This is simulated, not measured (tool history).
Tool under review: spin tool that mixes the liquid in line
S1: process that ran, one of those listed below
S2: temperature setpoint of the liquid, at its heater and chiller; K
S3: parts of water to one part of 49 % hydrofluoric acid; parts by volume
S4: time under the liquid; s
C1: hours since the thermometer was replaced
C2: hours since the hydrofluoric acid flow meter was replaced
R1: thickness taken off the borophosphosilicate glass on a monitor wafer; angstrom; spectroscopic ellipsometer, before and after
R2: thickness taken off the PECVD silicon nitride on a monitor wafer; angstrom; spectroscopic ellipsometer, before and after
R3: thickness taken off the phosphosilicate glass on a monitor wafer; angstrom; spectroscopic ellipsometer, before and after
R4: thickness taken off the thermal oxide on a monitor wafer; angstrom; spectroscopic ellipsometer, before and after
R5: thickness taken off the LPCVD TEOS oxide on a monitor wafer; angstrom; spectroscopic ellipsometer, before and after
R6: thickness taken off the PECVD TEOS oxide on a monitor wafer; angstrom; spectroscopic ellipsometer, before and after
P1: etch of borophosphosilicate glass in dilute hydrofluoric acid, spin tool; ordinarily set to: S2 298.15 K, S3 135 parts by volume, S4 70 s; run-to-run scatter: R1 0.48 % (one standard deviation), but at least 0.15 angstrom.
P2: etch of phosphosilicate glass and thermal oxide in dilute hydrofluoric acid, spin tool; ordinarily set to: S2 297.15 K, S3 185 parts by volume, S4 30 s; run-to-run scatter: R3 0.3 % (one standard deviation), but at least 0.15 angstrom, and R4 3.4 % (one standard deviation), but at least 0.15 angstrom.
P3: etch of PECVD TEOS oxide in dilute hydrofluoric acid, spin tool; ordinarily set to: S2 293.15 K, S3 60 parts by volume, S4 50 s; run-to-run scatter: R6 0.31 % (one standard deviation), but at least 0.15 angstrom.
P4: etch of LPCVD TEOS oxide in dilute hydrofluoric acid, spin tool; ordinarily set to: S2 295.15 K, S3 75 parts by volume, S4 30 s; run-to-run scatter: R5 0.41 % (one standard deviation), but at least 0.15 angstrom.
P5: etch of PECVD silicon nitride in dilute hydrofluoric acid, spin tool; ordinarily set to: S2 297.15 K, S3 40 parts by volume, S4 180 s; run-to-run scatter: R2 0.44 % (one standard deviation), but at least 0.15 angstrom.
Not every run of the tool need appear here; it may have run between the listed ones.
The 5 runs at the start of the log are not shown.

| run | hour | S1 | S2 | S3 | S4 | C1 | C2 | R1 | R2 | R3 | R4 | R5 | R6 |
|---|---|---|---|---|---|---|---|---|---|---|---|---|---|
| 6 | 32.4 | P1 | 298.15 | 80 | 40 | 307 | 226.7 | 186.9 |  |  |  |  |  |
| 7 | 39.8 | P1 | 298.15 | 245 | 35 | 314.4 | 234.1 | 44.498 |  |  |  |  |  |
| 8 | 45.7 | P1 | 298.15 | 135 | 70 | 320.3 | 240 | 182.31 |  |  |  |  |  |
| 9 | 53.2 | P5 | 297.15 | 40 | 180 | 327.8 | 247.5 |  | 74.617 |  |  |  |  |
| 10 | 57 | P3 | 293.15 | 60 | 50 | 331.6 | 251.3 |  |  |  |  |  | 129.96 |
| 11 | 63.8 | P5 | 302.65 | 40 | 180 | 338.4 | 258.1 |  | 107.27 |  |  |  |  |
| 12 | 68.6 | P3 | 293.15 | 105 | 50 | 343.2 | 262.9 |  |  |  |  |  | 70.172 |
| 13 | 75.1 | P5 | 297.15 | 70 | 180 | 349.7 | 269.4 |  | 43.142 |  |  |  |  |
| 14 | 80.5 | P2 | 297.15 | 120 | 30 | 355.1 | 274.8 |  |  | 308.37 | 12.076 |  |  |
| 15 | 84 | P1 | 291.15 | 135 | 70 | 358.6 | 278.3 | 137.21 |  |  |  |  |  |
| 16 | 90.2 | P3 | 290.15 | 60 | 50 | 364.8 | 284.5 |  |  |  |  |  | 113.79 |
|  | 93.2 | thermometer replaced |
| 17 | 97.8 | P1 | 298.15 | 80 | 105 | 4.7 | 292.1 | 486.12 |  |  |  |  |  |
| 18 | 102.3 | P2 | 297.15 | 185 | 30 | 9.2 | 296.6 |  |  | 186.04 | 7.4149 |  |  |
| 19 | 107.2 | P1 | 298.15 | 135 | 125 | 14.1 | 301.5 | 322.55 |  |  |  |  |  |
| 20 | 113.5 | P3 | 293.15 | 60 | 15 | 20.4 | 307.8 |  |  |  |  |  | 38.987 |
| 21 | 120.2 | P1 | 298.15 | 135 | 70 | 27.1 | 314.5 | 180.58 |  |  |  |  |  |
| 22 | 125.9 | P1 | 298.15 | 135 | 70 | 32.8 | 320.2 | 179.29 |  |  |  |  |  |

Run 23 is up next; what results do you expect?
| 23 | 130.6 | P4 | 301.65 | 75 | 30 | 37.5 | 324.9 |  |  |  |  | ? |  |

{"run 23": {"R5": 274.25}}

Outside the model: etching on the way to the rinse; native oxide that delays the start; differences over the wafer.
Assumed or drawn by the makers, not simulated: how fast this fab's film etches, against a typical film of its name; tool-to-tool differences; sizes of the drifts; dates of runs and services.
